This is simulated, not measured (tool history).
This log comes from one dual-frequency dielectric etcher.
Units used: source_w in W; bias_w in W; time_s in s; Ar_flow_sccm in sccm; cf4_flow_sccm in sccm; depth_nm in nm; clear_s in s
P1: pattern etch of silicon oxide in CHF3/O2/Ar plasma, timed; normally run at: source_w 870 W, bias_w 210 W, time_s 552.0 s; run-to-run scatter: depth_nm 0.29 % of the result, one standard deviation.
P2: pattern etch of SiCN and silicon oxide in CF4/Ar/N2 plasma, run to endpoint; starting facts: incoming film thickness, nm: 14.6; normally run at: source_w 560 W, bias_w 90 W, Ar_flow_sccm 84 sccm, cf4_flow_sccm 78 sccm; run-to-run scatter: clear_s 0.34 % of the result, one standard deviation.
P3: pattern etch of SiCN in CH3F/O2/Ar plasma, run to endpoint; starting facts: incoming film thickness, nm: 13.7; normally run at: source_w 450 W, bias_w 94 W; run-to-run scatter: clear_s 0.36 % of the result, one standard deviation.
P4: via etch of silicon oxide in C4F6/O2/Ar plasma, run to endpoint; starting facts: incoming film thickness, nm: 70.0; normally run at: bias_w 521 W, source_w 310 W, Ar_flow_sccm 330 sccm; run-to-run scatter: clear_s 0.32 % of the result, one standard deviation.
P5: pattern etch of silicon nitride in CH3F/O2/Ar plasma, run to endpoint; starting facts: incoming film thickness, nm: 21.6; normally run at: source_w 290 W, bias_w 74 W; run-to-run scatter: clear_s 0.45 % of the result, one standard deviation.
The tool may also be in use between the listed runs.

run     day  process  source_w  bias_w  time_s  Ar_flow_sccm  cf4_flow_sccm  depth_nm  clear_s
  1   0.758       P1       870     210   552.0                                1320.30
  2   1.342       P4       190     521                   330                           19.8090
  3   1.967       P5       290      74                                                 34.6820
  4   2.608       P1       600     210   385.5                                 797.53
  5   3.242       P1       870     210   552.0                                1309.30
  6   3.800       P1       870     210   817.0                                1945.90
  7   4.508       P1       870     210   552.0                                1318.90
  8   5.162       P3       450      58                                                 38.3460
  9   5.579       P2       770      90                    84             78             9.7475
 10   6.050       P1       870     264   552.0                                1420.10
 11   6.650       P2       560      58                    84             78            14.7500
 12   7.254       P1      1180     210   552.0                                1476.10
 13   7.667       P1       870     176   429.0                                 959.65
 14   8.208       P2       560      90                    84             78            12.8270
 15   8.621       P1       670     210   552.0                                1183.90
 16   9.158       P4       310     708                   330                           14.7740
 17   9.558       P3       450      94                                                 32.1470
 18   9.929       P2       560      90                    62             78            12.3800
 19  10.438       P1       870     210   552.0                                1309.80
 20  10.954       P5       180      74                                                 41.3540
 21  11.425       P1       870     143   552.0                                1159.30
 22  11.967       P1       870     160   731.0                                1586.60
 23  12.629       P4       310     521                   209                           15.8150
 24  13.012       P1       870     210   552.0                                1317.60
 25  13.642       P2       560      90                    84            102            12.4540
 26  14.412       P1       870     210   552.0                                1309.70

Run 27 comes next. What will it give?
 27  15.133       P4       310     521                   330                                 ?

{"run 27": {"clear_s": 16.618}}

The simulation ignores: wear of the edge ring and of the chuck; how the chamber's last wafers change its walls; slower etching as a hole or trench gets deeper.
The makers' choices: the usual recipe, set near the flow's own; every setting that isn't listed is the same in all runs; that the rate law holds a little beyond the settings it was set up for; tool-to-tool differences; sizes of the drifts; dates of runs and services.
